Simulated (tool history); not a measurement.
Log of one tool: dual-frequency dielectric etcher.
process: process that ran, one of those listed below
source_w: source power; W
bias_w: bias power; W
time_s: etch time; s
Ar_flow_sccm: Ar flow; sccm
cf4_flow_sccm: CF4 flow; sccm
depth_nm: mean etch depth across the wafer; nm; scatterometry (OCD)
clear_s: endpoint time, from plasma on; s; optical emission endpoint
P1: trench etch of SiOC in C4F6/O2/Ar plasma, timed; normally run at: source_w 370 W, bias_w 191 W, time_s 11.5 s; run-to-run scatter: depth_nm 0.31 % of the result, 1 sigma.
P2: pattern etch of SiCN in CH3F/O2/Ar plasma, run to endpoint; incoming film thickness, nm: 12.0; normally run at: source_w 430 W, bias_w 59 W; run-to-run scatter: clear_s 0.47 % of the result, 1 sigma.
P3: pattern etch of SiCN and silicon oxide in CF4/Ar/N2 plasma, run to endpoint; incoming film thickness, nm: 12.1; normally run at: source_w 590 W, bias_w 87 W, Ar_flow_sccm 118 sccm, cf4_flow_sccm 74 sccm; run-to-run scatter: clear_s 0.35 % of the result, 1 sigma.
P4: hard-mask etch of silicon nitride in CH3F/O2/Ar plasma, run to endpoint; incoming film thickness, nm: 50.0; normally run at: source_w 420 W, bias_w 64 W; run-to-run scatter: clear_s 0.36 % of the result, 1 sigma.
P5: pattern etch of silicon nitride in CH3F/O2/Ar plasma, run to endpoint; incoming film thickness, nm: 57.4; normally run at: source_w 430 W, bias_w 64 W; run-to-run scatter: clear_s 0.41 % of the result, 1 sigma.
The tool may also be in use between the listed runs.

run 1 hour=9.1 | process=P1 source_w=370 bias_w=191 time_s=11.5 | depth_nm=23.289
run 2 hour=17.9 | process=P4 source_w=420 bias_w=64 | clear_s=74.649
run 3 hour=24.7 | process=P5 source_w=310 bias_w=64 | clear_s=94.847
run 4 hour=38.9 | process=P3 source_w=590 bias_w=87 Ar_flow_sccm=118 cf4_flow_sccm=74 | clear_s=10.721
run 5 hour=52.4 | process=P5 source_w=430 bias_w=46 | clear_s=93.101
run 6 hour=59.4 | process=P3 source_w=590 bias_w=87 Ar_flow_sccm=118 cf4_flow_sccm=89 | clear_s=10.482
run 7 hour=74.3 | process=P1 source_w=370 bias_w=191 time_s=11.5 | depth_nm=23.476
run 8 hour=81.9 | process=P1 source_w=370 bias_w=191 time_s=15.5 | depth_nm=31.51
run 9 hour=96.1 | process=P1 source_w=370 bias_w=191 time_s=11.5 | depth_nm=23.363
run 10 hour=105.1 | process=P2 source_w=430 bias_w=59 | clear_s=34.203
run 11 hour=114 | process=P4 source_w=420 bias_w=64 | clear_s=74.657
run 12 hour=127.8 | process=P3 source_w=720 bias_w=87 Ar_flow_sccm=118 cf4_flow_sccm=74 | clear_s=8.9712
run 13 hour=136.2 | process=P1 source_w=370 bias_w=267 time_s=11.5 | depth_nm=26.195
run 14 hour=149.3 | process=P3 source_w=590 bias_w=60 Ar_flow_sccm=118 cf4_flow_sccm=74 | clear_s=12.215
run 15 hour=158.4 | process=P4 source_w=420 bias_w=85 | clear_s=67.766
run 16 hour=168.7 | process=P5 source_w=430 bias_w=64 | clear_s=83.881
run 17 hour=179.2 | process=P1 source_w=490 bias_w=191 time_s=11.5 | depth_nm=26.094
run 18 hour=186.6 | process=P1 source_w=440 bias_w=191 time_s=8.5 | depth_nm=18.578
run 19 hour=199.9 | process=P3 source_w=590 bias_w=87 Ar_flow_sccm=118 cf4_flow_sccm=74 | clear_s=10.724
run 20 hour=215.6 | process=P1 source_w=250 bias_w=191 time_s=11.5 | depth_nm=20.115
run 21 hour=226.8 | process=P1 source_w=370 bias_w=191 time_s=11.5 | depth_nm=23.365
run 22 hour=233.5 | process=P1 source_w=370 bias_w=191 time_s=8.5 | depth_nm=17.371
run 23 hour=248.2 | process=P2 source_w=430 bias_w=36 | clear_s=39.771
run 24 hour=263.2 | process=P2 source_w=560 bias_w=59 | clear_s=30.824
run 25 hour=278 | process=P4 source_w=540 bias_w=64 | clear_s=67.439
run 26 hour=289.5 | process=P3 source_w=590 bias_w=87 Ar_flow_sccm=94 cf4_flow_sccm=74 | clear_s=10.377
run 27 hour=297.3 | process=P1 source_w=370 bias_w=121 time_s=11.5 | depth_nm=20.23
run 28 hour=312.2 | process=P1 source_w=370 bias_w=134 time_s=15 | depth_nm=27.43
run 29 hour=324.9 | process=P1 source_w=370 bias_w=191 time_s=11.5 | depth_nm=23.444
run 30 hour=336.5 | process=P1 source_w=370 bias_w=191 time_s=11.5 | depth_nm=23.607
run 31 hour=345.9 | process=P1 source_w=370 bias_w=191 time_s=11.5 | depth_nm=23.691
run 32 hour=359.8 | process=P1 source_w=370 bias_w=191 time_s=11.5 | depth_nm=23.651
run 33 hour=366.9 | process=P1 source_w=370 bias_w=191 time_s=11.5 | depth_nm=23.667
run 34 hour=373.8 | process=P1 source_w=370 bias_w=191 time_s=11.5 | depth_nm=23.757
-- hour=381.9 wet clean of the chamber
run 35 hour=383.3 | process=P1 source_w=370 bias_w=191 time_s=11.5 | depth_nm=23.846
run 36 hour=393.9 | process=P1 source_w=370 bias_w=191 time_s=11.5 | depth_nm=23.781
run 37 hour=403 | process=P1 source_w=370 bias_w=191 time_s=11.5 | depth_nm=23.797
run 38 hour=415.3 | process=P1 source_w=370 bias_w=191 time_s=11.5 | depth_nm=23.879
run 39 hour=428.8 | process=P1 source_w=370 bias_w=191 time_s=11.5 | depth_nm=23.813

What P1 gives has crept away from where it was. These 2 causes fit the log equally well, each at the size given:
A: bias power that arrives over what is set, % = 4.88
B: source power that arrives over what is set, % = 4.07
The creep began at about hour 324.9.
Why every other cause is out:
chamber walls in a state that raises the etch rate, %: serviced at hour 381.9, which brought nothing back

4 check runs are offered, each on 2 wafers whose results are averaged, their results left as question marks. Which one tells the causes apart?
run check 1 hour=442.3 | process=P3 source_w=590 bias_w=63 Ar_flow_sccm=95 cf4_flow_sccm=74 | clear_s=?
run check 2 hour=442.3 | process=P2 source_w=550 bias_w=59 | clear_s=?
run check 3 hour=442.3 | process=P4 source_w=420 bias_w=78 | clear_s=?
run check 4 hour=442.3 | process=P5 source_w=330 bias_w=48 | clear_s=?

What each check would give under each cause:
check=check_1 result=clear_s if_A=11.373 if_B=11.143
check=check_2 result=clear_s if_A=30.535 if_B=30.547
check=check_3 result=clear_s if_A=68.491 if_B=68.598
check=check_4 result=clear_s if_A=99.869 if_B=99.831
How far apart the two closest causes lie, in the result that separates them most: check 1 2.04 %; check 2 0.04 %; check 3 0.16 %; check 4 0.04 %
Check 1 tells the causes apart: in the others they would give nearly the same result.

Check 1 was then run and gave: clear_s 11.134 s. Which cause is it?

It is B: source power that arrives over what is set, %.
